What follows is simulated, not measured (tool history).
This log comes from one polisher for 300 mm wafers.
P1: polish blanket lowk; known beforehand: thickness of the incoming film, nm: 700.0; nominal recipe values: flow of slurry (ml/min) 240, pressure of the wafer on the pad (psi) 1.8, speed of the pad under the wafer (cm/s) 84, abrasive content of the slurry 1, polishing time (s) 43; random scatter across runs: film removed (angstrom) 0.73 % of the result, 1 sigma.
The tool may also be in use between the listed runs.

run   hour  flow of slurry (ml/min)  pressure of the wafer on the pad (psi)  speed of the pad under the wafer (cm/s)  abrasive content of the slurry  polishing time (s)  wafers polished on this pad  hours since the slurry nozzle was cleaned  hours since the head pressure was calibrated  hours since the slurry blender was calibrated  hours since the conditioning disc was replaced  film removed (angstrom)
  1      8                      240                                     1.8                                       84                               1                  43                          548                                      286.7                                           953                                          286.6                                           181.4                    127.9
  2   20.6                      180                                     1.8                                       84                            1.45                  43                          661                                      299.3                                         965.6                                          299.2                                             194                   142.79
  3   37.3                      240                                     1.8                                      118                               1                  59                          811                                        316                                         982.3                                          315.9                                           210.7                   230.95
  4     46                      240                                     0.8                                       84                               1                  43                          889                                      324.7                                           991                                          324.6                                           219.4                   56.642
  5     58                      240                                     2.3                                       48                               1                  43                          996                                      336.7                                          1003                                          336.6                                           231.4                   104.88
  6   73.6                      240                                     1.8                                       58                               1                  43                         1136                                      352.3                                        1018.6                                          352.2                                             247                   95.439
  7   81.3                      240                                     1.8                                       84                               1                  68                         1205                                        360                                        1026.3                                          359.9                                           254.7                   204.01
  8   95.2                      365                                     1.8                                       84                               1                  43                         1330                                      373.9                                        1040.2                                          373.8                                           268.6                   133.62
  9    109                      240                                     1.8                                      132                               1                  43                         1453                                      387.7                                          1054                                          387.6                                           282.4                   183.06
 10  122.8                      240                                     1.8                                       84                               1                  26                         1577                                      401.5                                        1067.8                                          401.4                                           296.2                   78.156
 11  138.8                      240                                     1.8                                       84                               1                  43                         1720                                      417.5                                        1083.8                                          417.4                                           312.2                    126.9
 12  151.1                      240                                     2.3                                       84                               1                  43                         1831                                      429.8                                        1096.1                                          429.7                                           324.5                   164.05
 13  167.4                      240                                     1.8                                       84                               1                  43                         1977                                      446.1                                        1112.4                                            446                                           340.8                   129.71
 14  180.4                      240                                     1.8                                       84                             1.2                  43                         2093                                      459.1                                        1125.4                                            459                                           353.8                   141.53
 15  188.5                      240                                     1.8                                       84                               1                  43                         2166                                      467.2                                        1133.5                                          467.1                                           361.9                   127.26

The next listed run, before its measurement:
 16  201.6                      145                                     1.8                                       84                               1                  43                         2283                                      480.3                                        1146.6                                          480.2                                             375                        ?

{"run 16": {"film removed (angstrom)": 119.01}}
